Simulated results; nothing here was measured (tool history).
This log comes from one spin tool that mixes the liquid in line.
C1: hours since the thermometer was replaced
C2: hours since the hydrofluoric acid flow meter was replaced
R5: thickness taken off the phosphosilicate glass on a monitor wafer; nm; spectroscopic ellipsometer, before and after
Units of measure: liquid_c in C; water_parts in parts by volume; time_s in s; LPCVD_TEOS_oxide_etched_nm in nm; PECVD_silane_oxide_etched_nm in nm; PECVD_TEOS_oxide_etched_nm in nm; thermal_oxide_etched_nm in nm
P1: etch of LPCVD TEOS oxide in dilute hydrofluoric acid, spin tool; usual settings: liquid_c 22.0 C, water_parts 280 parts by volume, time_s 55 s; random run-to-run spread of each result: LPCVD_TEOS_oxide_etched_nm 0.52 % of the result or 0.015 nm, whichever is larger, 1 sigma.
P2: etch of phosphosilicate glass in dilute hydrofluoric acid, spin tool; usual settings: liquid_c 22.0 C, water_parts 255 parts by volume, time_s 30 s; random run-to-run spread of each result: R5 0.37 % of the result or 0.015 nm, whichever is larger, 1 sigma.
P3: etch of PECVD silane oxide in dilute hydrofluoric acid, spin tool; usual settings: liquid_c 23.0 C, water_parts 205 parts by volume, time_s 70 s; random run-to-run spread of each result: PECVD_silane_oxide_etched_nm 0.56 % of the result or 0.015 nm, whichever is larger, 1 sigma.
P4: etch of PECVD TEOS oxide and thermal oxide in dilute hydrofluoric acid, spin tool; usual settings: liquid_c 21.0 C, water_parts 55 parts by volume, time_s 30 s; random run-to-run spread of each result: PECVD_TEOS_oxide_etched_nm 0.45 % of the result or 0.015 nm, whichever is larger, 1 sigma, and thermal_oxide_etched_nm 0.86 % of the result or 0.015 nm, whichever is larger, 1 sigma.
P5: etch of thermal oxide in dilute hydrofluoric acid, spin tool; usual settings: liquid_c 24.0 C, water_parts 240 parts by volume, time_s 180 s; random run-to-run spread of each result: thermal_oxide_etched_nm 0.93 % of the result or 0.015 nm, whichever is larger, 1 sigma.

{"run": 1, "day": 0.425, "process": "P1", "liquid_c": 22.0, "water_parts": 280, "time_s": 55, "C1": 303.3, "C2": 254.1, "LPCVD_TEOS_oxide_etched_nm": 4.1582}
{"run": 2, "day": 0.925, "process": "P3", "liquid_c": 23.0, "water_parts": 205, "time_s": 70, "C1": 315.3, "C2": 266.1, "PECVD_silane_oxide_etched_nm": 5.2715}
{"run": 3, "day": 1.4, "process": "P4", "liquid_c": 21.0, "water_parts": 20, "time_s": 30, "C1": 326.7, "C2": 277.5, "PECVD_TEOS_oxide_etched_nm": 41.996, "thermal_oxide_etched_nm": 6.9634}
{"run": 4, "day": 1.733, "process": "P2", "liquid_c": 22.0, "water_parts": 255, "time_s": 30, "C1": 334.7, "C2": 285.5, "R5": 16.442}
{"run": 5, "day": 2.379, "process": "P3", "liquid_c": 23.0, "water_parts": 115, "time_s": 70, "C1": 350.2, "C2": 301.0, "PECVD_silane_oxide_etched_nm": 10.396}
{"run": 6, "day": 3.0, "process": "P1", "liquid_c": 22.0, "water_parts": 150, "time_s": 55, "C1": 365.1, "C2": 315.9, "LPCVD_TEOS_oxide_etched_nm": 8.7932}
{"run": 7, "day": 3.288, "process": "P1", "liquid_c": 28.0, "water_parts": 280, "time_s": 55, "C1": 372.0, "C2": 322.8, "LPCVD_TEOS_oxide_etched_nm": 5.1496}
{"run": 8, "day": 3.571, "process": "P1", "liquid_c": 22.0, "water_parts": 280, "time_s": 80, "C1": 378.8, "C2": 329.6, "LPCVD_TEOS_oxide_etched_nm": 5.9798}
{"run": 9, "day": 4.042, "process": "P3", "liquid_c": 23.0, "water_parts": 205, "time_s": 70, "C1": 390.1, "C2": 340.9, "PECVD_silane_oxide_etched_nm": 5.2393}
{"run": 10, "day": 4.412, "process": "P2", "liquid_c": 22.0, "water_parts": 255, "time_s": 15, "C1": 399.0, "C2": 349.8, "R5": 8.1893}
{"run": 11, "day": 5.017, "process": "P1", "liquid_c": 26.5, "water_parts": 380, "time_s": 55, "C1": 413.5, "C2": 364.3, "LPCVD_TEOS_oxide_etched_nm": 3.2387}
{"run": 12, "day": 5.662, "process": "P1", "liquid_c": 22.0, "water_parts": 465, "time_s": 55, "C1": 429.0, "C2": 379.8, "LPCVD_TEOS_oxide_etched_nm": 2.1327}
{"run": 13, "day": 6.067, "process": "P5", "liquid_c": 31.0, "water_parts": 240, "time_s": 180, "C1": 438.7, "C2": 389.5, "thermal_oxide_etched_nm": 3.9081}
{"run": 14, "day": 6.458, "process": "P1", "liquid_c": 26.5, "water_parts": 280, "time_s": 80, "C1": 448.1, "C2": 398.9, "LPCVD_TEOS_oxide_etched_nm": 7.0519}
{"run": 15, "day": 7.008, "process": "P3", "liquid_c": 23.0, "water_parts": 205, "time_s": 35, "C1": 461.3, "C2": 412.1, "PECVD_silane_oxide_etched_nm": 2.6281}
{"run": 16, "day": 7.462, "process": "P3", "liquid_c": 29.0, "water_parts": 205, "time_s": 70, "C1": 472.2, "C2": 423.0, "PECVD_silane_oxide_etched_nm": 6.5325}
{"run": 17, "day": 7.988, "process": "P1", "liquid_c": 18.0, "water_parts": 280, "time_s": 110, "C1": 484.8, "C2": 435.6, "LPCVD_TEOS_oxide_etched_nm": 7.1912}
{"run": 18, "day": 8.362, "process": "P1", "liquid_c": 22.0, "water_parts": 280, "time_s": 55, "C1": 493.8, "C2": 444.6, "LPCVD_TEOS_oxide_etched_nm": 4.1627}
{"run": 19, "day": 8.738, "process": "P4", "liquid_c": 21.0, "water_parts": 55, "time_s": 30, "C1": 502.8, "C2": 453.6, "PECVD_TEOS_oxide_etched_nm": 14.617, "thermal_oxide_etched_nm": 2.4611}
{"run": 20, "day": 9.125, "process": "P4", "liquid_c": 21.0, "water_parts": 55, "time_s": 30, "C1": 512.1, "C2": 462.9, "PECVD_TEOS_oxide_etched_nm": 14.571, "thermal_oxide_etched_nm": 2.4407}
{"run": 21, "day": 9.712, "process": "P2", "liquid_c": 22.0, "water_parts": 55, "time_s": 30, "C1": 526.2, "C2": 477.0, "R5": 95.305}
{"run": 22, "day": 10.333, "process": "P1", "liquid_c": 22.0, "water_parts": 280, "time_s": 55, "C1": 541.1, "C2": 491.9, "LPCVD_TEOS_oxide_etched_nm": 4.0927}
{"run": 23, "day": 10.808, "process": "P1", "liquid_c": 17.0, "water_parts": 280, "time_s": 55, "C1": 552.5, "C2": 503.3, "LPCVD_TEOS_oxide_etched_nm": 3.4618}
{"run": 24, "day": 11.375, "process": "P1", "liquid_c": 22.0, "water_parts": 280, "time_s": 55, "C1": 566.1, "C2": 516.9, "LPCVD_TEOS_oxide_etched_nm": 4.1324}
{"run": 25, "day": 11.958, "process": "P1", "liquid_c": 22.0, "water_parts": 280, "time_s": 55, "C1": 580.1, "C2": 530.9, "LPCVD_TEOS_oxide_etched_nm": 4.1059}
{"run": 26, "day": 12.6, "process": "P5", "liquid_c": 24.0, "water_parts": 400, "time_s": 180, "C1": 595.5, "C2": 546.3, "thermal_oxide_etched_nm": 1.5799}
{"run": 27, "day": 12.988, "process": "P5", "liquid_c": 24.0, "water_parts": 240, "time_s": 280, "C1": 604.8, "C2": 555.6, "thermal_oxide_etched_nm": 4.8237}
{"run": 28, "day": 13.446, "process": "P2", "liquid_c": 17.0, "water_parts": 255, "time_s": 30, "C1": 615.8, "C2": 566.6, "R5": 13.629}
{"run": 29, "day": 13.829, "process": "P1", "liquid_c": 22.0, "water_parts": 280, "time_s": 55, "C1": 625.0, "C2": 575.8, "LPCVD_TEOS_oxide_etched_nm": 4.1739}
{"run": 30, "day": 14.433, "process": "P1", "liquid_c": 22.0, "water_parts": 280, "time_s": 55, "C1": 639.5, "C2": 590.3, "LPCVD_TEOS_oxide_etched_nm": 4.1232}
{"run": 31, "day": 14.771, "process": "P4", "liquid_c": 17.0, "water_parts": 55, "time_s": 30, "C1": 647.6, "C2": 598.4, "PECVD_TEOS_oxide_etched_nm": 12.209, "thermal_oxide_etched_nm": 2.0731}
{"run": 32, "day": 15.4, "process": "P5", "liquid_c": 24.0, "water_parts": 240, "time_s": 180, "C1": 662.7, "C2": 613.5, "thermal_oxide_etched_nm": 3.0836}
{"run": 33, "day": 15.688, "process": "P4", "liquid_c": 21.0, "water_parts": 55, "time_s": 15, "C1": 669.6, "C2": 620.4, "PECVD_TEOS_oxide_etched_nm": 7.3527, "thermal_oxide_etched_nm": 1.2229}
{"run": 34, "day": 16.229, "process": "P1", "liquid_c": 22.0, "water_parts": 280, "time_s": 25, "C1": 682.6, "C2": 633.4, "LPCVD_TEOS_oxide_etched_nm": 1.8508}
{"run": 35, "day": 16.862, "process": "P1", "liquid_c": 22.0, "water_parts": 280, "time_s": 55, "C1": 697.8, "C2": 648.6, "LPCVD_TEOS_oxide_etched_nm": 4.1236}
{"run": 36, "day": 17.4, "process": "P1", "liquid_c": 22.0, "water_parts": 280, "time_s": 55, "C1": 710.7, "C2": 661.5, "LPCVD_TEOS_oxide_etched_nm": 4.28}
{"run": 37, "day": 17.708, "process": "P1", "liquid_c": 22.0, "water_parts": 280, "time_s": 55, "C1": 718.1, "C2": 668.9, "LPCVD_TEOS_oxide_etched_nm": 4.3441}
{"run": 38, "day": 18.021, "process": "P1", "liquid_c": 22.0, "water_parts": 280, "time_s": 55, "C1": 725.6, "C2": 676.4, "LPCVD_TEOS_oxide_etched_nm": 4.3911}
{"run": 39, "day": 18.633, "process": "P1", "liquid_c": 22.0, "water_parts": 280, "time_s": 55, "C1": 740.3, "C2": 691.1, "LPCVD_TEOS_oxide_etched_nm": 4.3954}
{"run": 40, "day": 19.125, "process": "P1", "liquid_c": 22.0, "water_parts": 280, "time_s": 55, "C1": 752.1, "C2": 702.9, "LPCVD_TEOS_oxide_etched_nm": 4.4422}
{"run": 41, "day": 19.625, "process": "P1", "liquid_c": 22.0, "water_parts": 280, "time_s": 55, "C1": 764.1, "C2": 714.9, "LPCVD_TEOS_oxide_etched_nm": 4.467}
{"run": 42, "day": 19.921, "process": "P1", "liquid_c": 22.0, "water_parts": 280, "time_s": 55, "C1": 771.2, "C2": 722.0, "LPCVD_TEOS_oxide_etched_nm": 4.4372}
{"run": 43, "day": 20.425, "process": "P1", "liquid_c": 22.0, "water_parts": 280, "time_s": 55, "C1": 783.3, "C2": 734.1, "LPCVD_TEOS_oxide_etched_nm": 4.4636}

What P1 gives has crept off from where it sat before. The 2 causes that follow fit the log equally well, each at the size noted:
A: liquid hotter than its thermometer reads (K) = 2.13
B: hydrofluoric acid flow above the setpoint (%) = 6.17
The onset of the drift is placed at about day 16.862.

Of the 4 check runs listed below, each run on one wafer and each result written as a question mark, which would let you distinguish the listed causes because they would give clearly different results?
{"run": "check 1", "day": 20.929, "process": "P2", "liquid_c": 18.0, "water_parts": 255, "time_s": 15, "R5": "?"}
{"run": "check 2", "day": 20.929, "process": "P3", "liquid_c": 28.5, "water_parts": 205, "time_s": 70, "PECVD_silane_oxide_etched_nm": "?"}
{"run": "check 3", "day": 20.929, "process": "P5", "liquid_c": 24.0, "water_parts": 335, "time_s": 180, "thermal_oxide_etched_nm": "?"}
{"run": "check 4", "day": 20.929, "process": "P4", "liquid_c": 17.0, "water_parts": 25, "time_s": 30, "PECVD_TEOS_oxide_etched_nm": "?", "thermal_oxide_etched_nm": "?"}

Expected result of each check under each candidate cause:
check=check_1 result=R5 if_A=7.6693 if_B=7.6123
check=check_2 result=PECVD_silane_oxide_etched_nm if_A=6.9222 if_B=6.9244
check=check_3 result=thermal_oxide_etched_nm if_A=2.1691 if_B=2.1841
check=check_4 result=PECVD_TEOS_oxide_etched_nm if_A=30.7360 if_B=29.7640
check=check_4 result=thermal_oxide_etched_nm if_A=5.1589 if_B=4.9958
Minimum pairwise separation of causes per check, each pair taken at its best-separating result: check 1 0.75 %; check 2 0.03 %; check 3 0.69 %; check 4 3.21 %
Check 4 distinguishes between the causes, while the remaining checks would return nearly the same result for all of them.

Check 4 has now been run. It gave: PECVD_TEOS_oxide_etched_nm 30.6210 nm; thermal_oxide_etched_nm 5.1881 nm. Which of the candidate causes is it?

It is A: liquid hotter than its thermometer reads (K).
